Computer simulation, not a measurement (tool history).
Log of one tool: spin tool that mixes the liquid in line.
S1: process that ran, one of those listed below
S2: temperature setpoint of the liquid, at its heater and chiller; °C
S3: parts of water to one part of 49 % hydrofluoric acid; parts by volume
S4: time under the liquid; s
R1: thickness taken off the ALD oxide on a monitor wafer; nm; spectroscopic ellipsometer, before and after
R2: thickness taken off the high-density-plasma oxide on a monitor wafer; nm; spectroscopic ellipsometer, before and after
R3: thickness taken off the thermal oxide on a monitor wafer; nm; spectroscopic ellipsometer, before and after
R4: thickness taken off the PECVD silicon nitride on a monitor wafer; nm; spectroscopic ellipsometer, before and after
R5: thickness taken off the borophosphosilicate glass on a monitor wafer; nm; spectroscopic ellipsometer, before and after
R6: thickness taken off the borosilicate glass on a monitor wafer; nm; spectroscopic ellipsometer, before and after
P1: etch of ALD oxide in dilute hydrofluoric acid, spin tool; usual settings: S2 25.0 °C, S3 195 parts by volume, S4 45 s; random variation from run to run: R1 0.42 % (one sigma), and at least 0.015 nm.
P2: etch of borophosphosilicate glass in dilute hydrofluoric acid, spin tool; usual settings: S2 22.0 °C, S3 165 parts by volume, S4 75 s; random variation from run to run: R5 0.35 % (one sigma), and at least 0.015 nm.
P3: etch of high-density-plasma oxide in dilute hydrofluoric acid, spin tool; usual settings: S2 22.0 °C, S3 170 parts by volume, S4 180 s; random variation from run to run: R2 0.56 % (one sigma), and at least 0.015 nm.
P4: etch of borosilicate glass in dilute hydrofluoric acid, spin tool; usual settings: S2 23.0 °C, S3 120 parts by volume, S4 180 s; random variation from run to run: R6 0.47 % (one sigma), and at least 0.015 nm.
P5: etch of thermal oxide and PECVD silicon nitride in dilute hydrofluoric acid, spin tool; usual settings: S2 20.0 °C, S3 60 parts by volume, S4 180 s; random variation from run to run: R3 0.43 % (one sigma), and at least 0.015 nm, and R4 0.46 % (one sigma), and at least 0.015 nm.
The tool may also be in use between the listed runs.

run	day	S1	S2	S3	S4	R1	R2	R3	R4	R5	R6
1	0.192	P1	25.0	195	45	6.4931					
2	0.550	P3	22.0	170	180		9.8597				
3	0.800	P1	33.0	85	45	22.9600					
4	0.975	P1	19.0	345	45	2.5479					
5	1.150	P3	27.5	170	180		12.1280				
6	1.504	P5	20.0	60	180			12.8530	6.1489		
7	1.750	P1	25.0	195	45	6.4473					
8	1.967	P2	22.0	165	15					4.0101	
9	2.142	P1	25.0	75	80	34.2410					
10	2.512	P4	27.0	120	180						32.7820
11	2.800	P3	22.0	45	180		43.0970				
12	3.054	P5	20.0	25	180			32.0750	14.3120		
13	3.350	P4	23.0	120	180						28.1170
14	3.638	P2	22.0	165	75					19.9940	
15	3.838	P5	20.0	60	35			2.4685	1.1842		
16	4.067	P4	23.0	120	180						28.1510
17	4.317	P1	25.0	70	45	20.7920					
18	4.521	P5	17.0	60	180			11.2410	5.0008		
19	4.729	P1	25.0	195	75	10.6860					
20	4.912	P1	25.0	195	45	6.3898					
21	5.288	P4	23.0	30	180						126.3300
22	5.667	P1	25.0	335	45	3.2485					
23	6.033	P3	22.0	170	40		2.2191				
24	6.233	P3	22.0	170	180		9.7974				
25	6.475	P2	22.0	245	75					12.5170	
26	6.717	P4	23.0	120	55						8.5661
27	6.896	P5	20.0	60	180			12.7520	6.1471		
28	7.292	P1	31.5	195	45	8.0894					
29	7.467	P1	25.0	195	15	2.1569					
30	7.646	P2	17.0	165	75					16.4360	
31	7.896	P1	19.0	195	45	5.1582					
32	8.246	P1	25.0	195	45	6.4184					
33	8.575	P1	25.0	195	45	6.4323					
34	8.942	P1	25.0	195	45	6.2397					
35	9.188	P1	25.0	195	45	6.2107					
36	9.433	P1	25.0	195	45	6.1348					
37	9.767	P1	25.0	195	45	6.0778					
38	10.075	P1	25.0	195	45	6.0242					
39	10.358	P1	25.0	195	45	6.0520					
40	10.729	P1	25.0	195	45	6.0243					
41	10.983	P1	25.0	195	45	6.0743					

What P1 gives has crept away from where it was. These 2 causes fit the log equally well, each at the size given:
A: liquid colder than its thermometer reads (K) = 1.69
B: hydrofluoric acid flow below the setpoint (%) = 4.99
The creep began at about day 8.575.

4 check runs are offered, one wafer each, their results left as question marks. Which one tells the causes apart?
check 1	11.238	P3	22.0	170	180		?				
check 2	11.238	P4	23.0	120	180						?
check 3	11.238	P5	20.0	60	180			?	?		
check 4	11.238	P2	22.0	165	75					?	

What each check would give under each cause:
check	result	if A	if B
check 1	R2	9.2396	9.2860
check 2	R6	26.3350	26.5650
check 3	R3	11.8790	12.0820
check 3	R4	5.4560	5.8388
check 4	R5	18.7690	18.8710
How far apart the two closest causes lie, in the result that separates them most: check 1 0.5 %; check 2 0.87 %; check 3 6.78 %; check 4 0.54 %
Only check 3 tells the causes apart: in the others they would give nearly the same result.

Then check 3 was run and gave: R3 12.0400 nm; R4 5.8554 nm. Which cause is it?

It is B: hydrofluoric acid flow below the setpoint (%).

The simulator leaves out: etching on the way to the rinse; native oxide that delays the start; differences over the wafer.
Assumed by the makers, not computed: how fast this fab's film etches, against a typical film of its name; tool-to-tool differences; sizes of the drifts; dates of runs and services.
